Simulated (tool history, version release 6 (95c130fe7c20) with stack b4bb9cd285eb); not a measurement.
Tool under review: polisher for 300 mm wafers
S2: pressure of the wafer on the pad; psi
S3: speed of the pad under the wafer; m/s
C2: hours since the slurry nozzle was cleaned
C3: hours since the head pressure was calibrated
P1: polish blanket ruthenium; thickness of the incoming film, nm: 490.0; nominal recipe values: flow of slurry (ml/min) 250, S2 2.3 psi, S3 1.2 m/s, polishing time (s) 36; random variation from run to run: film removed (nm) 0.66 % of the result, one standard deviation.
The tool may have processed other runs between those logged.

Run 1, hour 11.4: flow of slurry (ml/min) 250, S2 2.3 psi, S3 1.2 m/s, polishing time (s) 36; wafers polished on this pad 1233; C2 652; C3 329.4. Result: film removed (nm) 61.002.
Run 2, hour 21.2: flow of slurry (ml/min) 250, S2 2.3 psi, S3 1.2 m/s, polishing time (s) 21; wafers polished on this pad 1309; C2 661.8; C3 339.2. Result: film removed (nm) 36.104.
Run 3, hour 34.5: flow of slurry (ml/min) 250, S2 3.3 psi, S3 1.7 m/s, polishing time (s) 36; wafers polished on this pad 1413; C2 675.1; C3 352.5. Result: film removed (nm) 124.38.
Run 4, hour 41.3: flow of slurry (ml/min) 250, S2 2.3 psi, S3 1.2 m/s, polishing time (s) 36; wafers polished on this pad 1467; C2 681.9; C3 359.3. Result: film removed (nm) 61.521.
Run 5, hour 51.5: flow of slurry (ml/min) 250, S2 2.3 psi, S3 1.2 m/s, polishing time (s) 47; wafers polished on this pad 1546; C2 692.1; C3 369.5. Result: film removed (nm) 81.587.
Run 6, hour 65.3: flow of slurry (ml/min) 250, S2 2.3 psi, S3 1.2 m/s, polishing time (s) 36; wafers polished on this pad 1654; C2 705.9; C3 383.3. Result: film removed (nm) 61.804.
Run 7, hour 76: flow of slurry (ml/min) 155, S2 1.6 psi, S3 1.2 m/s, polishing time (s) 36; wafers polished on this pad 1738; C2 716.6; C3 394. Result: film removed (nm) 40.511.
At hour 78.7: head pressure recalibrated.
Run 8, hour 83: flow of slurry (ml/min) 250, S2 1.3 psi, S3 1.2 m/s, polishing time (s) 36; wafers polished on this pad 1793; C2 723.6; C3 4.3. Result: film removed (nm) 34.889.
Run 9, hour 95.7: flow of slurry (ml/min) 250, S2 3.2 psi, S3 1.2 m/s, polishing time (s) 36; wafers polished on this pad 1892; C2 736.3; C3 17. Result: film removed (nm) 85.709.
Run 10, hour 102.6: flow of slurry (ml/min) 250, S2 2.3 psi, S3 1.2 m/s, polishing time (s) 36; wafers polished on this pad 1946; C2 743.2; C3 23.9. Result: film removed (nm) 61.752.
Run 11, hour 115.8: flow of slurry (ml/min) 250, S2 2.3 psi, S3 1.68 m/s, polishing time (s) 36; wafers polished on this pad 2049; C2 756.4; C3 37.1. Result: film removed (nm) 86.937.
Run 12, hour 122.9: flow of slurry (ml/min) 350, S2 2.3 psi, S3 1.2 m/s, polishing time (s) 36; wafers polished on this pad 2104; C2 763.5; C3 44.2. Result: film removed (nm) 63.798.
Run 13, hour 136.9: flow of slurry (ml/min) 250, S2 2.3 psi, S3 1.2 m/s, polishing time (s) 36; wafers polished on this pad 2214; C2 777.5; C3 58.2. Result: film removed (nm) 61.897.
Run 14, hour 144.1: flow of slurry (ml/min) 150, S2 2.3 psi, S3 1.2 m/s, polishing time (s) 36; wafers polished on this pad 2270; C2 784.7; C3 65.4. Result: film removed (nm) 56.742.
Run 15, hour 154: flow of slurry (ml/min) 250, S2 2.3 psi, S3 1.2 m/s, polishing time (s) 36; wafers polished on this pad 2347; C2 794.6; C3 75.3. Result: film removed (nm) 61.298.
Run 16, hour 167.4: flow of slurry (ml/min) 250, S2 2.3 psi, S3 0.54 m/s, polishing time (s) 36; wafers polished on this pad 2452; C2 808; C3 88.7. Result: film removed (nm) 27.881.
Run 17, hour 177.4: flow of slurry (ml/min) 250, S2 2.3 psi, S3 1.2 m/s, polishing time (s) 36; wafers polished on this pad 2530; C2 818; C3 98.7. Result: film removed (nm) 61.461.
Run 18, hour 184.3: flow of slurry (ml/min) 250, S2 2.3 psi, S3 1.2 m/s, polishing time (s) 36; wafers polished on this pad 2584; C2 824.9; C3 105.6. Result: film removed (nm) 62.128.
Run 19, hour 195.7: flow of slurry (ml/min) 250, S2 2.3 psi, S3 1.2 m/s, polishing time (s) 36; wafers polished on this pad 2673; C2 836.3; C3 117. Result: film removed (nm) 61.147.
Run 20, hour 206.9: flow of slurry (ml/min) 250, S2 2.3 psi, S3 1.2 m/s, polishing time (s) 36; wafers polished on this pad 2761; C2 847.5; C3 128.2. Result: film removed (nm) 60.26.
Run 21, hour 218.6: flow of slurry (ml/min) 250, S2 2.3 psi, S3 1.2 m/s, polishing time (s) 36; wafers polished on this pad 2852; C2 859.2; C3 139.9. Result: film removed (nm) 60.586.
At hour 227.2: head pressure recalibrated.
Run 22, hour 229.5: flow of slurry (ml/min) 250, S2 2.3 psi, S3 1.2 m/s, polishing time (s) 36; wafers polished on this pad 2938; C2 870.1; C3 2.3. Result: film removed (nm) 59.368.
Run 23, hour 237.3: flow of slurry (ml/min) 250, S2 2.3 psi, S3 1.2 m/s, polishing time (s) 36; wafers polished on this pad 2999; C2 877.9; C3 10.1. Result: film removed (nm) 59.026.
Run 24, hour 246.7: flow of slurry (ml/min) 250, S2 2.3 psi, S3 1.2 m/s, polishing time (s) 36; wafers polished on this pad 3072; C2 887.3; C3 19.5. Result: film removed (nm) 59.328.
Run 25, hour 259.9: flow of slurry (ml/min) 250, S2 2.3 psi, S3 1.2 m/s, polishing time (s) 36; wafers polished on this pad 3175; C2 900.5; C3 32.7. Result: film removed (nm) 58.477.
Run 26, hour 272.7: flow of slurry (ml/min) 250, S2 2.3 psi, S3 1.2 m/s, polishing time (s) 36; wafers polished on this pad 3275; C2 913.3; C3 45.5. Result: film removed (nm) 57.797.
Run 27, hour 281.9: flow of slurry (ml/min) 250, S2 2.3 psi, S3 1.2 m/s, polishing time (s) 36; wafers polished on this pad 3347; C2 922.5; C3 54.7. Result: film removed (nm) 58.885.
Run 28, hour 290: flow of slurry (ml/min) 250, S2 2.3 psi, S3 1.2 m/s, polishing time (s) 36; wafers polished on this pad 3411; C2 930.6; C3 62.8. Result: film removed (nm) 58.056.

What P1 gives has crept away from where it was. These 2 causes fit the log equally well, each at the size given:
A: removal rate lost through wear of the pad, % = 5.29
B: slurry flow missing at the pad, % = 34.1
The onset of the drift is placed at about hour 184.3.
Excluded causes, each with its reason:
head's pressure below its setpoint, %: work on it at hour 227.2, done after the drift set in, did not restore what the process gave before

Each of the check runs listed below is run on 3 wafers and reports their average, with the results left as question marks. Pick the one under which the possible causes would lead to clearly different results.
Run check 1, hour 298.1: flow of slurry (ml/min) 150, S2 2.3 psi, S3 1.2 m/s, polishing time (s) 25. Result: film removed (nm) ?.
Run check 2, hour 298.1: flow of slurry (ml/min) 250, S2 2.3 psi, S3 0.56 m/s, polishing time (s) 29. Result: film removed (nm) ?.
Run check 3, hour 298.1: flow of slurry (ml/min) 250, S2 2.3 psi, S3 1.54 m/s, polishing time (s) 24. Result: film removed (nm) ?.
Run check 4, hour 298.1: flow of slurry (ml/min) 250, S2 2.3 psi, S3 0.84 m/s, polishing time (s) 36. Result: film removed (nm) ?.

How each check would come out, cause by cause:
  check             result    if A    if B
check 1  film removed (nm)  37.907  36.691
check 2  film removed (nm)      22  22.003
check 3  film removed (nm)   50.07  50.075
check 4  film removed (nm)  40.966  40.971
Minimum pairwise separation of causes per check, each pair taken at its best-separating result: check 1 3.26 %; check 2 0.01 %; check 3 0.01 %; check 4 0.01 %
Of the check runs offered, only check 1 discriminates between the causes; the rest would read about the same regardless of which cause applies.

Check 1 has now been run. It gave: film removed (nm) 36.557. Which of the candidate causes is it?

Of the candidate causes, it is B: slurry flow missing at the pad, %.

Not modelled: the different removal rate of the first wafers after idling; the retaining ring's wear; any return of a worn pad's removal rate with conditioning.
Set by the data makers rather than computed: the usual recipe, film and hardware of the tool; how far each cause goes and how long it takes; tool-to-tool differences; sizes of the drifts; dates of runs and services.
